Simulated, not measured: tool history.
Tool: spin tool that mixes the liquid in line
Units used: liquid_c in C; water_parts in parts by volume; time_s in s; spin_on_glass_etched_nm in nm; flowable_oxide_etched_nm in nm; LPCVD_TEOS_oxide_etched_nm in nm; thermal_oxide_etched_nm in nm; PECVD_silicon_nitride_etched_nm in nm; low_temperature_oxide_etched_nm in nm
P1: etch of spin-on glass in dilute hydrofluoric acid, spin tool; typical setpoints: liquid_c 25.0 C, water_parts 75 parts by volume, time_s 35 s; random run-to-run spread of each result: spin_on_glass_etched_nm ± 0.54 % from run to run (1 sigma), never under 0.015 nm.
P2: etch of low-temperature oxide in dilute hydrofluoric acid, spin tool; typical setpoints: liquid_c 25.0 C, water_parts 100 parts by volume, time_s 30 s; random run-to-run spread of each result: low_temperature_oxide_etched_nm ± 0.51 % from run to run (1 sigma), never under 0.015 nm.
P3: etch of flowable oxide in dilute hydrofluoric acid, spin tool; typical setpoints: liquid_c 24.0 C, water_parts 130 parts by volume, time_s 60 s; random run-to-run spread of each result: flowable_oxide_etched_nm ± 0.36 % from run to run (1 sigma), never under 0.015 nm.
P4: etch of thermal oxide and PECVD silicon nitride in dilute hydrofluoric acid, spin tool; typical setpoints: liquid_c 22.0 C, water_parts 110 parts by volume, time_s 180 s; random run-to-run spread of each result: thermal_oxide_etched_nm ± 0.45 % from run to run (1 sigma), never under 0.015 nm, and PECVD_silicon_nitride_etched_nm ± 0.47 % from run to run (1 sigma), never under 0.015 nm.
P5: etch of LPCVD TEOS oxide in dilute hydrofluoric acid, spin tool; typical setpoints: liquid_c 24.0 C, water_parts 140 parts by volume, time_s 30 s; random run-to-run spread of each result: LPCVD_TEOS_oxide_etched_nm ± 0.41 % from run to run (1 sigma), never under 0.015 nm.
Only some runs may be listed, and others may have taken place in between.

run   hour  process  liquid_c  water_parts  time_s  spin_on_glass_etched_nm  flowable_oxide_etched_nm  LPCVD_TEOS_oxide_etched_nm  thermal_oxide_etched_nm  PECVD_silicon_nitride_etched_nm  low_temperature_oxide_etched_nm
  1    5.8       P1      25.0           75      35                  18.1590
  2   10.3       P3      24.0           55      60                                             79.768
  3   17.1       P5      24.0          140      30                                                                         8.0337
  4   20.4       P4      17.0          110     180                                                                                                 5.65940                          3.59130
  5   24.2       P1      19.5           75      15                   6.1399
  6   28.3       P2      30.0          100      30                                                                                                                                                                    9.7193
  7   33.9       P5      24.0          140      15                                                                         4.0122
  8   39.9       P5      24.0          140      30                                                                         8.0400
  9   44.7       P2      25.0          100      30                                                                                                                                                                    7.9997
 10   50.2       P1      25.0           75      35                  18.1260
 11   53.6       P1      19.0           75      35                  14.1950
 12   56.8       P4      22.0          110     180                                                                                                 6.85200                          5.03460
 13   63.3       P1      33.0           75      35                  24.9620
 14   67.0       P3      24.0          130      60                                             30.445
 15   70.7       P1      25.0          120      35                  10.7680
 16   76.5       P2      25.0           30      30                                                                                                                                                                   29.4000
 17   80.7       P3      24.0          130      90                                             45.489
 18   85.4       P4      22.0          110      25                                                                                                 0.95659                          0.69901
 19   91.7       P5      24.0          220      30                                                                         4.7089
 20   94.7       P2      25.0          100      60                                                                                                                                                                   15.9090
 21  101.3       P4      22.0          110     180                                                                                                 6.90730                          5.05530
 22  106.8       P1      25.0           75      35                  18.1190
 23  111.9       P5      19.0          140      30                                                                         6.5993
 24  118.8       P3      29.5          130      60                                             37.437
 25  125.2       P1      25.0           75      15                   7.7748
 26  128.5       P1      25.0           35      35                  40.7740
 27  134.5       P1      25.0           75      35                  18.1250
 28  138.2       P1      25.0           75      55                  28.1350
 29  143.2       P4      22.0           25     180                                                                                                33.49600                         21.31900
 30  148.4       P2      25.0          100      30                                                                                                                                                                    7.9931
 31  151.7       P1      25.0           75      35                  18.0050
 32  158.5       P1      25.0           75      35                  18.0870
 33  163.4       P1      25.0           75      35                  18.0080
 34  169.0       P1      25.0           75      35                  18.8490
 35  175.2       P1      25.0           75      35                  19.3980
 36  181.6       P1      25.0           75      35                  19.6200
 37  187.2       P1      25.0           75      35                  19.8440
 38  191.2       P1      25.0           75      35                  19.8190
 39  194.7       P1      25.0           75      35                  19.6620
 40  200.8       P1      25.0           75      35                  19.9880
 41  205.1       P1      25.0           75      35                  19.7300

P1 has crept away from where it was. The log is fitted equally well by each of these 2 causes, at the sizes shown:
A: liquid hotter than its thermometer reads (K) = 2.37
B: hydrofluoric acid flow above the setpoint (%) = 8.94
At approximately hour 163.4, the process output began to creep.

Below are 4 check runs, each on a single wafer, with their results shown as question marks. Which of them would tell the listed causes apart, meaning the causes would give clearly different results under it?
check 1  209.4       P5      24.0          140      30                                                                              ?
check 2  209.4       P4      22.0          110     180                                                                                                       ?                                ?
check 3  209.4       P2      25.0          100      30                                                                                                                                                                         ?
check 4  209.4       P3      24.0          130      60                                                  ?

Outcome of each check run for each possible cause:
  check                           result     if A     if B
check 1       LPCVD_TEOS_oxide_etched_nm   8.8282   8.9070
check 2          thermal_oxide_etched_nm  7.56910  7.58600
check 2  PECVD_silicon_nitride_etched_nm  5.91820  5.50440
check 3  low_temperature_oxide_etched_nm   8.8079   8.8433
check 4         flowable_oxide_etched_nm   33.381   33.631
Smallest distance between any two causes, each pair judged by its most separating result, in per cent: check 1 0.89 %; check 2 7.25 %; check 3 0.4 %; check 4 0.74 %
Check 2 is the one run that separates the causes; every other check would come out nearly the same whichever cause is at work.

Running check 2 produced the following: thermal_oxide_etched_nm 7.54990 nm; PECVD_silicon_nitride_etched_nm 5.94700 nm. Which one of the listed causes fits?

A is the cause: liquid hotter than its thermometer reads (K).

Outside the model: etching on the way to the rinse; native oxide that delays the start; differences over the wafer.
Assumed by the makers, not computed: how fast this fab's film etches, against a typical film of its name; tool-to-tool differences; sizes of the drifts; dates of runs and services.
